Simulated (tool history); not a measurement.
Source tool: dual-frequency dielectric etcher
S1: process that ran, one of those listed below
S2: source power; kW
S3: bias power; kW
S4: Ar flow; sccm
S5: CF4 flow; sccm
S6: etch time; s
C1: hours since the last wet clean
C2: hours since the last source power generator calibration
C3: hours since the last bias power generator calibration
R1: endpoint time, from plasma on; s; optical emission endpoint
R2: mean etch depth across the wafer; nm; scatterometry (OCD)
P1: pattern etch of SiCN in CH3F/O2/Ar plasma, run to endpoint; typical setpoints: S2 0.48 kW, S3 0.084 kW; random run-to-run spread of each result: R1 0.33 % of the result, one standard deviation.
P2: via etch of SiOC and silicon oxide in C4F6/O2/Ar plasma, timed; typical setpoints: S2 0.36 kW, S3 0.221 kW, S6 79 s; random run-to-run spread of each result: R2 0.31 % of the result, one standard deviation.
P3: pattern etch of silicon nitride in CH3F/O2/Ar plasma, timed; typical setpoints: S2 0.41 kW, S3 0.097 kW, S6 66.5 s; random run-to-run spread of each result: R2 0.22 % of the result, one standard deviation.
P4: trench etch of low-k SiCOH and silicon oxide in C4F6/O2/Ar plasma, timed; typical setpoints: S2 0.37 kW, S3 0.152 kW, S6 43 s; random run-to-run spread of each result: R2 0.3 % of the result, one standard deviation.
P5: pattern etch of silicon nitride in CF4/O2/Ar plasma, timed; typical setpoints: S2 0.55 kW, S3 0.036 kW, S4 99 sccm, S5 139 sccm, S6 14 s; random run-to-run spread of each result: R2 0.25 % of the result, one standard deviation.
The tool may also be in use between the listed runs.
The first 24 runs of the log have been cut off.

run     day  S1    S2     S3   S4   S5    S6     C1     C2      C3      R1      R2
 25   8.988  P4  0.37  0.152              43  428.7    133  2231.9          126.66
 26   9.275  P4  0.37  0.152            62.5  435.6  139.9  2238.8          183.74
 27   9.504  P3  0.26  0.097            66.5  441.1  145.4  2244.3          43.618
 28    9.85  P2  0.36  0.221            54.5  449.4  153.7  2252.6           62.12
 29  10.288  P4  0.47  0.152              43  459.9  164.2  2263.1          139.18
 30  10.758  P5  0.55  0.036  129  139    14  471.2  175.5  2274.4          26.664
 31      11  P2  0.36  0.173              79    477  181.3  2280.2          82.862
 32  11.333  P1  0.48  0.084                    485  189.3  2288.2  26.242
 33  11.817  P1  0.48  0.084                  496.6  200.9  2299.8   26.32
 34  12.179  P1  0.48  0.084                  505.3  209.6  2308.5  26.039
 35  12.438  P1  0.48  0.084                  511.5  215.8  2314.7  25.959

Predict the results of run 36:
 36  12.883  P1  0.48  0.084              522.2  226.5  2325.4   ?

Run 36 measured R1 26.046 s.

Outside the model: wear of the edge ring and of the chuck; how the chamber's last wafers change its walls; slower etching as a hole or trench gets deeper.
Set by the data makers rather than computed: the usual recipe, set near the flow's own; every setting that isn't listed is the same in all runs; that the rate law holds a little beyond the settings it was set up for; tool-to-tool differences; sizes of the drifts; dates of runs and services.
